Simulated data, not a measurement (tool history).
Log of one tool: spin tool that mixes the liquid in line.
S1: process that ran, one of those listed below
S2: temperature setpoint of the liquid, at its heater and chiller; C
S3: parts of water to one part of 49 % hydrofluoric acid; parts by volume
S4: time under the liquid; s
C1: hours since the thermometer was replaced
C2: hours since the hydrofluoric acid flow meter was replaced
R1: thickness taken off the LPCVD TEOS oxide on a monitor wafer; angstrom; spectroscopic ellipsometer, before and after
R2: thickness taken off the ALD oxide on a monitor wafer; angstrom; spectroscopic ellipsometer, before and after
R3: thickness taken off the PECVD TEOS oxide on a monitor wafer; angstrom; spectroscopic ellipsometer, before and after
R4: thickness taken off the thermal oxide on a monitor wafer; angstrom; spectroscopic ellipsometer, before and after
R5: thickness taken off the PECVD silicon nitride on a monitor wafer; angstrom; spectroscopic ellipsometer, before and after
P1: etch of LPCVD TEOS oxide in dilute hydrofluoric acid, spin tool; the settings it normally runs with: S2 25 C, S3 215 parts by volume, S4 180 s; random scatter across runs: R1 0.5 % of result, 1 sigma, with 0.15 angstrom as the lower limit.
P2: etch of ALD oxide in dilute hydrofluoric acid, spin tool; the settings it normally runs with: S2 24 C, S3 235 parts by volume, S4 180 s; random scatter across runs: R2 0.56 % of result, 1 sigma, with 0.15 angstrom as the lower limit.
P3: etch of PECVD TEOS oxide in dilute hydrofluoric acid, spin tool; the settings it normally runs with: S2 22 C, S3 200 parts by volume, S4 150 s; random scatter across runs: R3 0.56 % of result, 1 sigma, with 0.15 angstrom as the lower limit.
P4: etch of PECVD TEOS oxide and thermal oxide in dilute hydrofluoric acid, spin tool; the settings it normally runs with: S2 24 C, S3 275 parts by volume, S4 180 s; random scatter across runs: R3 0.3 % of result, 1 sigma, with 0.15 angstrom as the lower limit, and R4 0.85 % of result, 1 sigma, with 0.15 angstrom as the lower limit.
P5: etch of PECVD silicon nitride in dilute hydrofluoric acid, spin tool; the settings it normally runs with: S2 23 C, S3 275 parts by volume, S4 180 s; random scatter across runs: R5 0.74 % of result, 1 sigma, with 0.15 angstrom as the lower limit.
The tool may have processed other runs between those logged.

| run | day | S1 | S2 | S3 | S4 | C1 | C2 | R1 | R2 | R3 | R4 | R5 |
|---|---|---|---|---|---|---|---|---|---|---|---|---|
| 1 | 0.171 | P1 | 25 | 215 | 180 | 200.1 | 245.9 | 181.17 |  |  |  |  |
| 2 | 0.412 | P1 | 30 | 215 | 35 | 205.9 | 251.7 | 41.353 |  |  |  |  |
| 3 | 0.642 | P2 | 24 | 235 | 180 | 211.4 | 257.2 |  | 141.42 |  |  |  |
| 4 | 0.896 | P4 | 24 | 275 | 15 | 217.5 | 263.3 |  |  | 8.787 | 1.718 |  |
| 5 | 1.175 | P5 | 23 | 500 | 180 | 224.2 | 270 |  |  |  |  | 17.939 |
| 6 | 1.517 | P2 | 18.5 | 235 | 180 | 232.4 | 278.2 |  | 114.59 |  |  |  |
| 7 | 1.708 | P1 | 25 | 215 | 325 | 237 | 282.8 | 326.76 |  |  |  |  |
| 8 | 1.996 | P2 | 24 | 235 | 180 | 243.9 | 289.7 |  | 140.76 |  |  |  |
| 9 | 2.233 | P3 | 22 | 200 | 70 | 249.6 | 295.4 |  |  | 57.523 |  |  |
|  | 2.275 | hydrofluoric acid flow meter replaced |
| 10 | 2.417 | P1 | 29 | 215 | 260 | 254 | 3.4 | 302.15 |  |  |  |  |
| 11 | 2.608 | P4 | 24 | 275 | 180 | 258.6 | 8 |  |  | 103.24 | 23.652 |  |
| 12 | 2.933 | P3 | 22 | 200 | 150 | 266.4 | 15.8 |  |  | 123.3 |  |  |
| 13 | 3.129 | P1 | 25 | 40 | 180 | 271.1 | 20.5 | 1203.3 |  |  |  |  |
| 14 | 3.458 | P5 | 23 | 275 | 180 | 279 | 28.4 |  |  |  |  | 32.233 |
| 15 | 3.758 | P2 | 24 | 360 | 180 | 286.2 | 35.6 |  | 80.896 |  |  |  |
| 16 | 3.908 | P5 | 18.5 | 275 | 180 | 289.8 | 39.2 |  |  |  |  | 24.308 |
| 17 | 4.071 | P1 | 32.5 | 215 | 180 | 293.7 | 43.1 | 234.47 |  |  |  |  |
| 18 | 4.408 | P1 | 20.5 | 215 | 180 | 301.8 | 51.2 | 152.45 |  |  |  |  |
| 19 | 4.717 | P1 | 25 | 215 | 180 | 309.2 | 58.6 | 181.19 |  |  |  |  |
| 20 | 4.875 | P1 | 25 | 215 | 95 | 313 | 62.4 | 95.73 |  |  |  |  |
| 21 | 5.175 | P3 | 17 | 200 | 150 | 320.2 | 69.6 |  |  | 100.53 |  |  |
| 22 | 5.438 | P1 | 25 | 215 | 180 | 326.5 | 75.9 | 180.4 |  |  |  |  |
| 23 | 5.712 | P2 | 24 | 235 | 30 | 333.1 | 82.5 |  | 23.672 |  |  |  |
| 24 | 6.05 | P1 | 25 | 320 | 180 | 341.2 | 90.6 | 109.4 |  |  |  |  |
| 25 | 6.296 | P4 | 19.5 | 275 | 180 | 347.1 | 96.5 |  |  | 87.851 | 20.038 |  |
| 26 | 6.538 | P4 | 24 | 470 | 180 | 352.9 | 102.3 |  |  | 50.348 | 11.665 |  |
| 27 | 6.842 | P5 | 23 | 275 | 275 | 360.2 | 109.6 |  |  |  |  | 48.981 |
| 28 | 7.179 | P1 | 25 | 215 | 180 | 368.3 | 117.7 | 182.75 |  |  |  |  |

For run 29, what comes out?
| 29 | 7.504 | P3 | 22 | 355 | 150 | 376.1 | 125.5 |  |  | ? |  |  |

Run 29 measured R3 59.237 angstrom.

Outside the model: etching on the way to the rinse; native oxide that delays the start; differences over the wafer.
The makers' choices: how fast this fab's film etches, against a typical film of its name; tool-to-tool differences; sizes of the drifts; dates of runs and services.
